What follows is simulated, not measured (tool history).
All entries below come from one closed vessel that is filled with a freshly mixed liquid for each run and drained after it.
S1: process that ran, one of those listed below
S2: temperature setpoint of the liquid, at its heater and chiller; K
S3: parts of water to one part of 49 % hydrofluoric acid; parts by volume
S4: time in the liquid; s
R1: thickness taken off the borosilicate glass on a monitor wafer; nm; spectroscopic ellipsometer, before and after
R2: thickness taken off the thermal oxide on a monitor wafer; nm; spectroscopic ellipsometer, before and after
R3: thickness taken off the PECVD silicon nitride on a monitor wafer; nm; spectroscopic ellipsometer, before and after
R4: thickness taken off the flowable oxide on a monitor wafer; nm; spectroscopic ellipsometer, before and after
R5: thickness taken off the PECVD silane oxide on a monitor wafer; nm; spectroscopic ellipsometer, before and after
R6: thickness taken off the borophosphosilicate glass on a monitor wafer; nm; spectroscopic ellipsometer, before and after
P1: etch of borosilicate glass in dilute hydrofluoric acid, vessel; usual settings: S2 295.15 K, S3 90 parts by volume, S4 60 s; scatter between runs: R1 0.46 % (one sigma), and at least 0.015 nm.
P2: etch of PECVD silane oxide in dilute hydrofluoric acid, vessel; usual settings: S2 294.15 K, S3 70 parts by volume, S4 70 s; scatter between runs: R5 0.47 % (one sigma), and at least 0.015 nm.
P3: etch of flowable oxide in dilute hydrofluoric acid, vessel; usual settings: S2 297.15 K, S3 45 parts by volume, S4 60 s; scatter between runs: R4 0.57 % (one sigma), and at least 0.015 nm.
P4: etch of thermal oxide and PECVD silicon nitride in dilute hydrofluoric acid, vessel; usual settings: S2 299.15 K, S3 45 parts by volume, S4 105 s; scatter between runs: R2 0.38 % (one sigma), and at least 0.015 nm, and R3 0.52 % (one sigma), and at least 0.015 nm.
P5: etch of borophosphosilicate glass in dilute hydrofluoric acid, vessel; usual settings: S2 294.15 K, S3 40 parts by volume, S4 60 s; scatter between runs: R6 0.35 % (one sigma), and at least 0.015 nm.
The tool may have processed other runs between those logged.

run	hour	S1	S2	S3	S4	R1	R2	R3	R4	R5	R6
1	4	P1	295.15	90	60	25.765					
2	7.8	P4	299.15	45	210		25.713	16.239			
3	15.2	P3	297.15	45	115				130.46		
4	21	P2	294.15	70	70					26.092	
5	24.4	P5	294.15	40	60						62.93
6	29.2	P4	305.15	45	105		16.336	11.892			
7	32.6	P1	295.15	90	60	25.547					
8	38.7	P5	302.15	40	60						87.373
9	43.1	P5	294.15	40	30						31.479
10	49.6	P1	295.15	90	100	42.307					
11	53.5	P2	294.15	125	70					13.962	
12	57.5	P1	295.15	90	60	25.5					
13	64	P3	297.15	45	60				67.89		
14	69.7	P5	294.15	40	60						62.792
15	75	P2	290.15	70	70					22.126	
16	78.6	P2	294.15	70	70					26.722	
17	83.6	P1	295.15	90	60	25.266					
18	90.5	P2	294.15	70	120					45.376	
19	97.8	P1	302.15	90	60	33.499					
20	103.8	P4	299.15	45	105		12.892	7.9956			
21	109.9	P4	299.15	20	105		29.87	17.625			
22	116	P1	295.15	55	60	43.498					
23	122.9	P3	297.15	60	60				50.11		
24	128.9	P3	297.15	45	60				68.751		
25	133.3	P4	299.15	45	105		12.874	8.1024			
# hour 140: hydrofluoric acid flow meter replaced
26	140	P1	295.15	90	60	25.449					
27	147.1	P1	295.15	90	30	12.76					
28	154.2	P1	291.15	90	60	21.574					
29	158.2	P1	298.65	90	30	14.572					
30	165.6	P3	303.65	45	60				89.381		
31	170.9	P1	295.15	165	60	12.631					
32	174.3	P5	294.15	20	60						128.95
33	180.2	P1	295.15	90	60	25.362					
34	184	P1	295.15	90	60	25.147					
35	188.6	P1	295.15	90	60	24.641					
36	193.6	P1	295.15	90	60	24.387					
37	200.6	P1	295.15	90	60	23.921					
38	206.8	P1	295.15	90	60	23.696					
39	213.7	P1	295.15	90	60	23.918					
40	219	P1	295.15	90	60	24.038					
41	222.8	P1	295.15	90	60	24.018					

What P1 gives has crept away from where it was. These 2 causes fit the log equally well, each at the size given:
A: hydrofluoric acid flow below the setpoint (%) = 5.63
B: liquid colder than its thermometer reads (K) = 1.57
The onset of the drift is placed at about hour 180.2.

Listed below are the offered check runs, one wafer per run, with question marks in place of results. For which of them would the causes give clearly different outcomes?
check 1	226.6	P2	294.15	70	70					?	
check 2	226.6	P3	297.15	45	60				?		
check 3	226.6	P4	299.15	45	105		?	?			
check 4	226.6	P5	294.15	40	60						?

What every check run would give for each of its results, assuming each possible cause in turn:
check	result	if A	if B
check 1	R5	24.771	24.705
check 2	R4	64.303	64.056
check 3	R2	12.045	12.013
check 3	R3	7.6222	7.2615
check 4	R6	59.173	58.816
Per check, the gap between the least separated pair of causes, taken in the result that splits them most: check 1 0.27 %; check 2 0.39 %; check 3 4.85 %; check 4 0.61 %
The causes can be told apart only by check 3. The other checks would give nearly the same results under each of them.

Here is what check 3 returned: R2 12.054 nm; R3 7.3156 nm. Which cause is it?

The correct cause is B, namely: liquid colder than its thermometer reads (K).
